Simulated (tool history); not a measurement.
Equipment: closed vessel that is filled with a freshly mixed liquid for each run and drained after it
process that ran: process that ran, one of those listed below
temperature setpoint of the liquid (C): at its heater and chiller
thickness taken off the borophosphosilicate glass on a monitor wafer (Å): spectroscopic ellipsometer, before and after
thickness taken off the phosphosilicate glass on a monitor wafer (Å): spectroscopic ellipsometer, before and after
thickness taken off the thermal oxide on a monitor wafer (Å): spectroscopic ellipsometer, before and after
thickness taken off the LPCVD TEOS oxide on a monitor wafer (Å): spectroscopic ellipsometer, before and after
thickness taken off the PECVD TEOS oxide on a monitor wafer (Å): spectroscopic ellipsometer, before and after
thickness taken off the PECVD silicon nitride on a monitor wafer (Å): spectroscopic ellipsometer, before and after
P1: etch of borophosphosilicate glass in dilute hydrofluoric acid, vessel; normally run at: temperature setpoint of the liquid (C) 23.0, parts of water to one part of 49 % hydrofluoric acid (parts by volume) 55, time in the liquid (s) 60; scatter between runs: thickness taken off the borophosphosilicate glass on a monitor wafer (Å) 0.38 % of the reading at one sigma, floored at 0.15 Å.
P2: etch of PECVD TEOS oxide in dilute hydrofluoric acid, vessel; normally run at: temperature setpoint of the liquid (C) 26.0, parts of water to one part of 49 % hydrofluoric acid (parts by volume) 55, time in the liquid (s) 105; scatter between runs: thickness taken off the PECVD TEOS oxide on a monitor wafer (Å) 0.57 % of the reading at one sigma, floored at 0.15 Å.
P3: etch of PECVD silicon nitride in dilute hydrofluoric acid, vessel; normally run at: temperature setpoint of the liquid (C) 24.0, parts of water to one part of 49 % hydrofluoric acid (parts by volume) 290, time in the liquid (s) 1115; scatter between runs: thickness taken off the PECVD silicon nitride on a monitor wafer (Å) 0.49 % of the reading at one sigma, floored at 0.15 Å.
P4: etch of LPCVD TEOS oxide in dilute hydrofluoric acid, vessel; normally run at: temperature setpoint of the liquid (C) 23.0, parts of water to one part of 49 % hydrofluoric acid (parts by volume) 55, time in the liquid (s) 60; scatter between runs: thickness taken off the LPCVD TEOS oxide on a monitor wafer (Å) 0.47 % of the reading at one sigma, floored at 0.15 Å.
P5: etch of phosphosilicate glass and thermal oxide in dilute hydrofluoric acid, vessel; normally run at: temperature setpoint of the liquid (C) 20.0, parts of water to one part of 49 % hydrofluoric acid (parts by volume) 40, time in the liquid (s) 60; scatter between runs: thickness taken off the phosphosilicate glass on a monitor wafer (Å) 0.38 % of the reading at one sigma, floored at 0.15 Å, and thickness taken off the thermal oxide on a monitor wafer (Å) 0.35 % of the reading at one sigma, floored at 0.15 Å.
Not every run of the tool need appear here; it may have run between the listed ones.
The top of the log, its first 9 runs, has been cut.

| run | hour | process that ran | temperature setpoint of the liquid (C) | parts of water to one part of 49 % hydrofluoric acid (parts by volume) | time in the liquid (s) | hours since the thermometer was replaced | hours since the hydrofluoric acid flow meter was replaced | thickness taken off the borophosphosilicate glass on a monitor wafer (Å) | thickness taken off the phosphosilicate glass on a monitor wafer (Å) | thickness taken off the thermal oxide on a monitor wafer (Å) | thickness taken off the LPCVD TEOS oxide on a monitor wafer (Å) | thickness taken off the PECVD TEOS oxide on a monitor wafer (Å) | thickness taken off the PECVD silicon nitride on a monitor wafer (Å) |
|---|---|---|---|---|---|---|---|---|---|---|---|---|---|
| 10 | 87.9 | P2 | 26.0 | 30 | 105 | 37.8 | 381.9 |  |  |  |  | 597.51 |  |
| 11 | 98.7 | P3 | 28.0 | 290 | 1115 | 48.6 | 392.7 |  |  |  |  |  | 169.570 |
| 12 | 106.6 | P3 | 24.0 | 515 | 1115 | 56.5 | 400.6 |  |  |  |  |  | 75.763 |
| 13 | 113.8 | P1 | 31.5 | 55 | 60 | 63.7 | 407.8 | 474.67 |  |  |  |  |  |
| 14 | 123.4 | P1 | 23.0 | 55 | 60 | 73.3 | 417.4 | 337.49 |  |  |  |  |  |
| 15 | 131.0 | P2 | 26.0 | 55 | 105 | 80.9 | 425.0 |  |  |  |  | 312.98 |  |
| 16 | 143.6 | P1 | 31.0 | 25 | 60 | 93.5 | 437.6 | 1076.60 |  |  |  |  |  |
| 17 | 155.9 | P2 | 26.0 | 55 | 105 | 105.8 | 449.9 |  |  |  |  | 312.77 |  |
| 18 | 164.2 | P4 | 23.0 | 55 | 60 | 114.1 | 458.2 |  |  |  | 182.430 |  |  |
| 19 | 169.8 | P1 | 23.0 | 55 | 60 | 119.7 | 463.8 | 340.63 |  |  |  |  |  |
| 20 | 179.3 | P2 | 26.0 | 55 | 185 | 129.2 | 473.3 |  |  |  |  | 553.27 |  |

Run 21, settings as shown, results not yet in. Your forecast:
| 21 | 190.6 | P4 | 29.5 | 55 | 60 | 140.5 | 484.6 |  |  |  | ? |  |  |

{"run 21": {"thickness taken off the LPCVD TEOS oxide on a monitor wafer (Å)": 235.58}}
